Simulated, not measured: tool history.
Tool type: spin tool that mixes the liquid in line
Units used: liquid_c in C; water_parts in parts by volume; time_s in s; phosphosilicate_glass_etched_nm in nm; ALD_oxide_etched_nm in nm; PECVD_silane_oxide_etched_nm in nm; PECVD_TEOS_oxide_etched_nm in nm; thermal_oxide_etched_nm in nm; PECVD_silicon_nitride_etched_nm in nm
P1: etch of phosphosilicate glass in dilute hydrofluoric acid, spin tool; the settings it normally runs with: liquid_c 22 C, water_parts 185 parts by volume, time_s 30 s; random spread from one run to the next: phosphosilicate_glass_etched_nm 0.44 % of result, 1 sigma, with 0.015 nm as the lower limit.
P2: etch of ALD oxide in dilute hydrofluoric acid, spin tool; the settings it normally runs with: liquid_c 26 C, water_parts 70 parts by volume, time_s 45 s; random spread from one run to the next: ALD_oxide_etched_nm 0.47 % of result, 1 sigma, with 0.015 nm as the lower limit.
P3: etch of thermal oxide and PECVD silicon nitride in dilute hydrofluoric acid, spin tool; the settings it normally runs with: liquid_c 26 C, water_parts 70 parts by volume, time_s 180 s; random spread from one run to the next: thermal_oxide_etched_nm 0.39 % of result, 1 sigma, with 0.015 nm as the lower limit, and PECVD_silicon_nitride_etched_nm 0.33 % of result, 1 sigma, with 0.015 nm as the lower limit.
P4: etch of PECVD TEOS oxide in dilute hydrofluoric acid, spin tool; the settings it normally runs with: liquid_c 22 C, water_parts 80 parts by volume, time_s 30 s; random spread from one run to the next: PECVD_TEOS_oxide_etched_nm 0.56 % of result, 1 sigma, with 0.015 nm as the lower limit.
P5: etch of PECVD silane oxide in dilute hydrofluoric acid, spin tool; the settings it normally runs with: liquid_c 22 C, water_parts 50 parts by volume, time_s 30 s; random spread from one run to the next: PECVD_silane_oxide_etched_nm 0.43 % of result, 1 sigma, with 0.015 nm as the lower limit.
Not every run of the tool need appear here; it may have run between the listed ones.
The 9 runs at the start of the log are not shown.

run,day,process,liquid_c,water_parts,time_s,hours since the thermometer was replaced,hours since the hydrofluoric acid flow meter was replaced,phosphosilicate_glass_etched_nm,ALD_oxide_etched_nm,PECVD_silane_oxide_etched_nm,PECVD_TEOS_oxide_etched_nm,thermal_oxide_etched_nm,PECVD_silicon_nitride_etched_nm
10,5.196,P1,22,185,60,1271.6,1225.7,47.816,,,,,
11,5.8,P5,22,50,15,1286.1,1240.2,,,9.5831,,,
12,6.371,P1,22,185,30,1299.8,1253.9,23.735,,,,,
13,6.842,P1,22,70,30,1311.1,1265.2,72.39,,,,,
14,7.438,P1,29,185,30,1325.4,1279.5,31.227,,,,,
15,8.062,P1,22,185,30,1340.4,1294.5,24.045,,,,,
16,8.408,P5,22,50,30,1348.7,1302.8,,,19.028,,,
17,8.754,P3,26,45,180,1357,1311.1,,,,,22.34,11.9
18,9.062,P5,22,90,30,1364.4,1318.5,,,10.065,,,
19,9.667,P3,26,70,180,1378.9,1333,,,,,13.804,7.7096
20,10.296,P1,22,275,15,1394,1348.1,7.3422,,,,,
21,10.788,P3,26,70,355,1405.8,1359.9,,,,,27.565,15.116
22,11.071,P1,29,185,60,1412.6,1366.7,62.112,,,,,
23,11.608,P2,33.5,70,45,1425.5,1379.6,,24.257,,,,
24,11.946,P3,26,70,180,1433.6,1387.7,,,,,13.892,7.5793
25,12.342,P1,22,250,30,1443.1,1397.2,16.519,,,,,
26,12.704,P4,27.5,80,30,1451.8,1405.9,,,,10.355,,

For run 27, what comes out?
27,13.233,P4,22,115,30,1464.5,1418.6,,,,?,,

PECVD_TEOS_oxide_etched_nm: 5.5814 nm
